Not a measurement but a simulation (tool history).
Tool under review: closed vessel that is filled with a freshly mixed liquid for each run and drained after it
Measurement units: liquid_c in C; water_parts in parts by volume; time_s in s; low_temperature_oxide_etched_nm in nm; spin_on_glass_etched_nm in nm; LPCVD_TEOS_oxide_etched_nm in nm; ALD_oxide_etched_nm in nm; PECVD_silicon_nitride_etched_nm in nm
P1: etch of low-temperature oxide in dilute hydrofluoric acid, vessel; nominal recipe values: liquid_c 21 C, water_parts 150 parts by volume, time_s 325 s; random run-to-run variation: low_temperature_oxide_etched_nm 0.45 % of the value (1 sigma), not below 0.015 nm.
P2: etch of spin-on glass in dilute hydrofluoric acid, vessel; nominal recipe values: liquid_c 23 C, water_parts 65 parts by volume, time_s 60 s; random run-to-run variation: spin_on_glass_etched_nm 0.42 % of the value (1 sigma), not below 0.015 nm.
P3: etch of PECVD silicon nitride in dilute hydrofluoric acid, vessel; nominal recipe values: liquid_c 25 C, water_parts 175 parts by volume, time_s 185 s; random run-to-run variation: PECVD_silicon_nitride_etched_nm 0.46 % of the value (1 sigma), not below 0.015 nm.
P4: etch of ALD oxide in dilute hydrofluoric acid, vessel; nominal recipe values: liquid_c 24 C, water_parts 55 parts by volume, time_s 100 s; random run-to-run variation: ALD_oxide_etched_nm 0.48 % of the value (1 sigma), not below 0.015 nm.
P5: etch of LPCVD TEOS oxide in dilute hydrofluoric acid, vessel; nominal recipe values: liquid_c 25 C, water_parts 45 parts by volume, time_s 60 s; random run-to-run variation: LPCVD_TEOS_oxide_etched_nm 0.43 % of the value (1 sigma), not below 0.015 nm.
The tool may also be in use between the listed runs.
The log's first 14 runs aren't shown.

run	hour	process	liquid_c	water_parts	time_s	hours since the thermometer was replaced	hours since the hydrofluoric acid flow meter was replaced	low_temperature_oxide_etched_nm	spin_on_glass_etched_nm	LPCVD_TEOS_oxide_etched_nm	ALD_oxide_etched_nm	PECVD_silicon_nitride_etched_nm
15	161.8	P1	28.5	150	325	487.6	995.8	32.959				
16	169	P4	30	55	100	494.8	1003				23.498	
17	184.4	P2	23	65	60	510.2	1018.4		58.887			
18	194.6	P1	21	150	325	520.4	1028.6	24.869				
19	209	P1	21	150	325	534.8	1043	24.973				
20	224.6	P3	25	60	185	550.4	1058.6					18.416
21	232.5	P1	21	30	585	558.3	1066.5	255.87				
22	245.9	P1	21	150	560	571.7	1079.9	42.674				
23	255.6	P4	24	20	100	581.4	1089.6				53.08	
24	263.3	P1	21	150	120	589.1	1097.3	9.1418				
25	275.2	P4	24	55	100	601	1109.2				18.467	
26	285	P5	25	45	60	610.8	1119			41.289		
27	294.8	P4	24	55	100	620.6	1128.8				18.432	
28	308.4	P1	17	150	325	634.2	1142.4	21.246				
29	321.4	P3	25	175	185	647.2	1155.4					6.4673
30	328.7	P2	17	65	60	654.5	1162.7		45.678			

The next listed run, before its measurement:
31	342.3	P3	18	175	185	668.1	1176.3					?

Run 31 produced PECVD_silicon_nitride_etched_nm 4.0299 nm.

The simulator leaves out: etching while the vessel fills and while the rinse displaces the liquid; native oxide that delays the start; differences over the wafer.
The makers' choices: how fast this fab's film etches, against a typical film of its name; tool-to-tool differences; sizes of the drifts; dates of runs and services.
